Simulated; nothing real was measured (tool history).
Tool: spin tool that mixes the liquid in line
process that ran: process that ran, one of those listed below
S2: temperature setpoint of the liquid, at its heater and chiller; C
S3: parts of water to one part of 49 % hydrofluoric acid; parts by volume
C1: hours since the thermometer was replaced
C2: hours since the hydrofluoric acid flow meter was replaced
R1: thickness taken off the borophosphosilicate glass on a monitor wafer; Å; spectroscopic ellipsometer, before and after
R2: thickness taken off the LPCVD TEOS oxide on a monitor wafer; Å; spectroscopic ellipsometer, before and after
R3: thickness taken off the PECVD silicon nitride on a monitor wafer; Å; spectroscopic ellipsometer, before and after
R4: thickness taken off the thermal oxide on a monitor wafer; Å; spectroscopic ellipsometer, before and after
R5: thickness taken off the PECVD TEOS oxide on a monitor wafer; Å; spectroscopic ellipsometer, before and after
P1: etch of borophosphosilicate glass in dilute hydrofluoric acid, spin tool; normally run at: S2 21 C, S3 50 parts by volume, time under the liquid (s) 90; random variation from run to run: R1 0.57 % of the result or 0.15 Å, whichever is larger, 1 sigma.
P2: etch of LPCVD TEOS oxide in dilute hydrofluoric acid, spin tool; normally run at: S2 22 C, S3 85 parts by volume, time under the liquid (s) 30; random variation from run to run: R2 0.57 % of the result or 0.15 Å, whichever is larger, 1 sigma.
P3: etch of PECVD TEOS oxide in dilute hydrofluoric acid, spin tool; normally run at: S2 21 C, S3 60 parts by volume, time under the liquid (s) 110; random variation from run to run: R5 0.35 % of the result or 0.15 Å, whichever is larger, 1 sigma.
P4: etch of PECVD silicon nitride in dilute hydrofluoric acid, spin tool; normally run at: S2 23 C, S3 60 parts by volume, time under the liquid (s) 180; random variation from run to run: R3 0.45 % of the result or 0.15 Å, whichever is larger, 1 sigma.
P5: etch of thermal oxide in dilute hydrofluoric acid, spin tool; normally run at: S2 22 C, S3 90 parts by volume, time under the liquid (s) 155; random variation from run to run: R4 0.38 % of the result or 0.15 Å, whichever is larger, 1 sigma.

run 1 hour=7.8 | process_that_ran=P1 S2=21 S3=50 time_under_the_liquid_(s)=90 | C1=420.5 C2=669.5 | R1=573.56
run 2 hour=15.7 | process_that_ran=P2 S2=22 S3=85 time_under_the_liquid_(s)=30 | C1=428.4 C2=677.4 | R2=187.07
run 3 hour=26.2 | process_that_ran=P4 S2=29 S3=60 time_under_the_liquid_(s)=180 | C1=438.9 C2=687.9 | R3=78.549
run 4 hour=40.3 | process_that_ran=P1 S2=21 S3=50 time_under_the_liquid_(s)=90 | C1=453 C2=702 | R1=573.8
run 5 hour=51.7 | process_that_ran=P1 S2=21 S3=50 time_under_the_liquid_(s)=90 | C1=464.4 C2=713.4 | R1=573.98
run 6 hour=65.2 | process_that_ran=P5 S2=22 S3=90 time_under_the_liquid_(s)=15 | C1=477.9 C2=726.9 | R4=7.4327
run 7 hour=76.3 | process_that_ran=P1 S2=21 S3=50 time_under_the_liquid_(s)=40 | C1=489 C2=738 | R1=255.93
run 8 hour=90.1 | process_that_ran=P5 S2=22 S3=145 time_under_the_liquid_(s)=155 | C1=502.8 C2=751.8 | R4=45.613
run 9 hour=100.7 | process_that_ran=P1 S2=21 S3=50 time_under_the_liquid_(s)=90 | C1=513.4 C2=762.4 | R1=572.33
run 10 hour=114.5 | process_that_ran=P4 S2=23 S3=25 time_under_the_liquid_(s)=180 | C1=527.2 C2=776.2 | R3=122.87
run 11 hour=120.8 | process_that_ran=P1 S2=21 S3=50 time_under_the_liquid_(s)=140 | C1=533.5 C2=782.5 | R1=887.19
run 12 hour=127.8 | process_that_ran=P5 S2=17 S3=90 time_under_the_liquid_(s)=155 | C1=540.5 C2=789.5 | R4=63.84
run 13 hour=140.4 | process_that_ran=P1 S2=17 S3=50 time_under_the_liquid_(s)=90 | C1=553.1 C2=802.1 | R1=483.35
run 14 hour=153.7 | process_that_ran=P3 S2=21 S3=110 time_under_the_liquid_(s)=110 | C1=566.4 C2=815.4 | R5=79.15
run 15 hour=166 | process_that_ran=P1 S2=21 S3=85 time_under_the_liquid_(s)=130 | C1=578.7 C2=827.7 | R1=467.43
run 16 hour=180.2 | process_that_ran=P3 S2=21 S3=60 time_under_the_liquid_(s)=55 | C1=592.9 C2=841.9 | R5=77.023
run 17 hour=192.5 | process_that_ran=P4 S2=23 S3=60 time_under_the_liquid_(s)=180 | C1=605.2 C2=854.2 | R3=52.833
run 18 hour=206.3 | process_that_ran=P4 S2=23 S3=60 time_under_the_liquid_(s)=180 | C1=619 C2=868 | R3=53.053
run 19 hour=216.6 | process_that_ran=P3 S2=21 S3=60 time_under_the_liquid_(s)=110 | C1=629.3 C2=878.3 | R5=155.44
run 20 hour=228.2 | process_that_ran=P2 S2=22 S3=85 time_under_the_liquid_(s)=55 | C1=640.9 C2=889.9 | R2=341.64
run 21 hour=238.8 | process_that_ran=P3 S2=17 S3=60 time_under_the_liquid_(s)=110 | C1=651.5 C2=900.5 | R5=130.06
run 22 hour=245.3 | process_that_ran=P4 S2=23 S3=60 time_under_the_liquid_(s)=260 | C1=658 C2=907 | R3=76.011
run 23 hour=258.6 | process_that_ran=P1 S2=21 S3=50 time_under_the_liquid_(s)=90 | C1=671.3 C2=920.3 | R1=572.17
run 24 hour=268.6 | process_that_ran=P1 S2=25 S3=50 time_under_the_liquid_(s)=90 | C1=681.3 C2=930.3 | R1=678.3
run 25 hour=281.7 | process_that_ran=P1 S2=21 S3=90 time_under_the_liquid_(s)=90 | C1=694.4 C2=943.4 | R1=303.66
run 26 hour=294.5 | process_that_ran=P1 S2=28 S3=20 time_under_the_liquid_(s)=90 | C1=707.2 C2=956.2 | R1=1991.2
run 27 hour=305 | process_that_ran=P2 S2=28 S3=85 time_under_the_liquid_(s)=30 | C1=717.7 C2=966.7 | R2=232.95
run 28 hour=312.1 | process_that_ran=P2 S2=22 S3=120 time_under_the_liquid_(s)=30 | C1=724.8 C2=973.8 | R2=125.83
run 29 hour=326.4 | process_that_ran=P3 S2=21 S3=60 time_under_the_liquid_(s)=110 | C1=739.1 C2=988.1 | R5=154.34
run 30 hour=339.7 | process_that_ran=P1 S2=21 S3=50 time_under_the_liquid_(s)=90 | C1=752.4 C2=1001.4 | R1=571.83
run 31 hour=348.7 | process_that_ran=P5 S2=22 S3=90 time_under_the_liquid_(s)=155 | C1=761.4 C2=1010.4 | R4=78.608
run 32 hour=355.6 | process_that_ran=P1 S2=21 S3=20 time_under_the_liquid_(s)=90 | C1=768.3 C2=1017.3 | R1=1486.5
run 33 hour=368.3 | process_that_ran=P1 S2=27.5 S3=85 time_under_the_liquid_(s)=90 | C1=781 C2=1030 | R1=421.04
run 34 hour=379.6 | process_that_ran=P2 S2=22 S3=85 time_under_the_liquid_(s)=30 | C1=792.3 C2=1041.3 | R2=185.19
run 35 hour=388.6 | process_that_ran=P1 S2=21 S3=50 time_under_the_liquid_(s)=90 | C1=801.3 C2=1050.3 | R1=573.72
run 36 hour=394.9 | process_that_ran=P1 S2=21 S3=50 time_under_the_liquid_(s)=90 | C1=807.6 C2=1056.6 | R1=556.1
run 37 hour=403.7 | process_that_ran=P1 S2=21 S3=50 time_under_the_liquid_(s)=90 | C1=816.4 C2=1065.4 | R1=540.36

Forecast run 38:
run 38 hour=410.6 | process_that_ran=P1 S2=21 S3=50 time_under_the_liquid_(s)=90 | C1=823.3 C2=1072.3 | R1=?

Run 38 gave R1 530.66 Å.

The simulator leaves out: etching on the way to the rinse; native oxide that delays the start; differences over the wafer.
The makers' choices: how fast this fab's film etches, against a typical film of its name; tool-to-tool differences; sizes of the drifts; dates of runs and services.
